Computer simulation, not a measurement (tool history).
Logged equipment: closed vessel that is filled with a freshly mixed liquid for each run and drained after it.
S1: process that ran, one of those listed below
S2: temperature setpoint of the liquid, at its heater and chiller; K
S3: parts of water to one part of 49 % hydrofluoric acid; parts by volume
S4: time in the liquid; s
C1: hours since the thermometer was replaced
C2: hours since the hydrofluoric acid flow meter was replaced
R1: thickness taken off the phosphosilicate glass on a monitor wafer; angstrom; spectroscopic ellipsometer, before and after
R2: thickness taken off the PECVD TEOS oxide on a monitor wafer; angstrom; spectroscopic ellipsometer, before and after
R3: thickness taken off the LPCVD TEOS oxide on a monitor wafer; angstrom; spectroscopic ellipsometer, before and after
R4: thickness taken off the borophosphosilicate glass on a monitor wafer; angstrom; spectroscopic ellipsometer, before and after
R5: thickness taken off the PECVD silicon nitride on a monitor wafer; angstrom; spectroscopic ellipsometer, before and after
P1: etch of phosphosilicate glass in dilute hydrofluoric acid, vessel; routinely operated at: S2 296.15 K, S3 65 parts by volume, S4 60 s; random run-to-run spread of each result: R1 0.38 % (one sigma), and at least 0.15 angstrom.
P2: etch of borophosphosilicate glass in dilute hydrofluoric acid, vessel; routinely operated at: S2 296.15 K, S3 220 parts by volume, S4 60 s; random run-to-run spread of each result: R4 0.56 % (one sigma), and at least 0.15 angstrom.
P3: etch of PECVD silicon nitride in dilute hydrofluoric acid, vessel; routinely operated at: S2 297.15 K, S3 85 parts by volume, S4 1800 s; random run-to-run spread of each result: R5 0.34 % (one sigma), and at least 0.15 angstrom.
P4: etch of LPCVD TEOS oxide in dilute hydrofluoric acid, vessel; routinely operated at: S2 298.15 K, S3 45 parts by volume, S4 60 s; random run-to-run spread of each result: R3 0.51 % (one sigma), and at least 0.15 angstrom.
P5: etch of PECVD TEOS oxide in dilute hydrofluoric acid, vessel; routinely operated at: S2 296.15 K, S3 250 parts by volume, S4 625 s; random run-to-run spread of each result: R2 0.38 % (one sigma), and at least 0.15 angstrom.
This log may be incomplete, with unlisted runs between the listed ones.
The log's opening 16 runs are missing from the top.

| run | day | S1 | S2 | S3 | S4 | C1 | C2 | R1 | R2 | R3 | R4 | R5 |
|---|---|---|---|---|---|---|---|---|---|---|---|---|
| 17 | 8.088 | P1 | 296.15 | 65 | 60 | 878.1 | 538.4 | 1447.8 |  |  |  |  |
| 18 | 8.733 | P1 | 296.15 | 65 | 60 | 893.6 | 553.9 | 1452.9 |  |  |  |  |
| 19 | 9.204 | P4 | 298.15 | 45 | 30 | 904.9 | 565.2 |  |  | 423.39 |  |  |
| 20 | 9.762 | P1 | 296.15 | 65 | 60 | 918.3 | 578.6 | 1443.2 |  |  |  |  |
| 21 | 10.354 | P3 | 290.65 | 85 | 1800 | 932.5 | 592.8 |  |  |  |  | 249.38 |
| 22 | 10.788 | P1 | 291.15 | 25 | 60 | 942.9 | 603.2 | 3190.7 |  |  |  |  |
| 23 | 11.379 | P2 | 296.15 | 220 | 85 | 957.1 | 617.4 |  |  |  | 119.87 |  |
| 24 | 11.912 | P1 | 296.15 | 65 | 60 | 969.9 | 630.2 | 1447.8 |  |  |  |  |
| 25 | 12.383 | P3 | 297.15 | 145 | 1800 | 981.2 | 641.5 |  |  |  |  | 227.75 |
| 26 | 12.871 | P1 | 296.15 | 65 | 30 | 992.9 | 653.2 | 724.32 |  |  |  |  |
| 27 | 13.479 | P4 | 291.65 | 45 | 60 | 1007.5 | 667.8 |  |  | 648.36 |  |  |
| 28 | 13.762 | P3 | 297.15 | 85 | 580 | 1014.3 | 674.6 |  |  |  |  | 124.69 |
| 29 | 14.058 | P2 | 304.65 | 220 | 60 | 1021.4 | 681.7 |  |  |  | 115.25 |  |
| 30 | 14.483 | P4 | 298.15 | 45 | 60 | 1031.6 | 691.9 |  |  | 850.85 |  |  |
| 31 | 14.925 | P2 | 296.15 | 220 | 60 | 1042.2 | 702.5 |  |  |  | 85.403 |  |
| 32 | 15.45 | P2 | 296.15 | 220 | 60 | 1054.8 | 715.1 |  |  |  | 85.593 |  |
| 33 | 15.996 | P1 | 296.15 | 65 | 60 | 1067.9 | 728.2 | 1454.5 |  |  |  |  |
| 34 | 16.6 | P1 | 296.15 | 65 | 60 | 1082.4 | 742.7 | 1401 |  |  |  |  |

What does the tool deliver on the next run?
| 35 | 17.179 | P1 | 296.15 | 65 | 60 | 1096.3 | 756.6 | ? |  |  |  |  |

R1: 1372 angstrom

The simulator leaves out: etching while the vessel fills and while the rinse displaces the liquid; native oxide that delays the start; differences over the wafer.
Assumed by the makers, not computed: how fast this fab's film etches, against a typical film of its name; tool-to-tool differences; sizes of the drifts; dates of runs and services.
